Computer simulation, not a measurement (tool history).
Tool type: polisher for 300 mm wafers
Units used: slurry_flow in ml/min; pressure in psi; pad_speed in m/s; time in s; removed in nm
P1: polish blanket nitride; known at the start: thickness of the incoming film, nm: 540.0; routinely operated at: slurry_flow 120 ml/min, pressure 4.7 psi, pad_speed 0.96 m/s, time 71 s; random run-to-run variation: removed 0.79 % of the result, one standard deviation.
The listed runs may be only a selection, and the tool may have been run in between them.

| run | hour | slurry_flow | pressure | pad_speed | time | wafers polished on this pad | hours since the slurry nozzle was cleaned | hours since the head pressure was calibrated | removed |
|---|---|---|---|---|---|---|---|---|---|
| 1 | 7.6 | 120 | 4.7 | 0.96 | 71 | 239 | 117.3 | 771.6 | 165.01 |
| 2 | 21.4 | 120 | 4.7 | 0.96 | 71 | 336 | 131.1 | 785.4 | 162.61 |
| 3 | 34.3 | 95 | 4.7 | 0.96 | 55 | 426 | 144 | 798.3 | 119.09 |
| 4 | 45.5 | 120 | 4.7 | 0.96 | 71 | 504 | 155.2 | 809.5 | 161.62 |
|  | 49.8 | worn pad replaced by a new one |
| 5 | 56.5 | 120 | 4.7 | 0.96 | 71 | 46 | 166.2 | 820.5 | 162.09 |
| 6 | 65.5 | 120 | 4.7 | 0.96 | 106 | 109 | 175.2 | 829.5 | 240.44 |
| 7 | 75.3 | 180 | 4.7 | 0.96 | 71 | 178 | 185 | 839.3 | 174.03 |
| 8 | 89.4 | 120 | 4.7 | 0.96 | 71 | 276 | 199.1 | 853.4 | 160.55 |
| 9 | 101 | 120 | 4.7 | 0.44 | 71 | 357 | 210.7 | 865 | 85.996 |
| 10 | 111.5 | 120 | 4.7 | 0.96 | 71 | 430 | 221.2 | 875.5 | 164.02 |
| 11 | 122.4 | 120 | 4.7 | 0.96 | 37 | 506 | 232.1 | 886.4 | 85.716 |
| 12 | 137.4 | 120 | 2.1 | 0.96 | 71 | 611 | 247.1 | 901.4 | 72.985 |
| 13 | 145.4 | 120 | 4.7 | 1.52 | 71 | 667 | 255.1 | 909.4 | 234.57 |
| 14 | 154.1 | 70 | 4.7 | 0.96 | 71 | 728 | 263.8 | 918.1 | 140.62 |
| 15 | 163.5 | 120 | 6.6 | 0.96 | 71 | 793 | 273.2 | 927.5 | 225.62 |
| 16 | 172.2 | 120 | 4.7 | 0.96 | 71 | 854 | 281.9 | 936.2 | 163.59 |

Expected results for the next run?
| 17 | 181.4 | 120 | 4.7 | 0.96 | 71 | 918 | 291.1 | 945.4 | ? |

removed: 154.86 nm
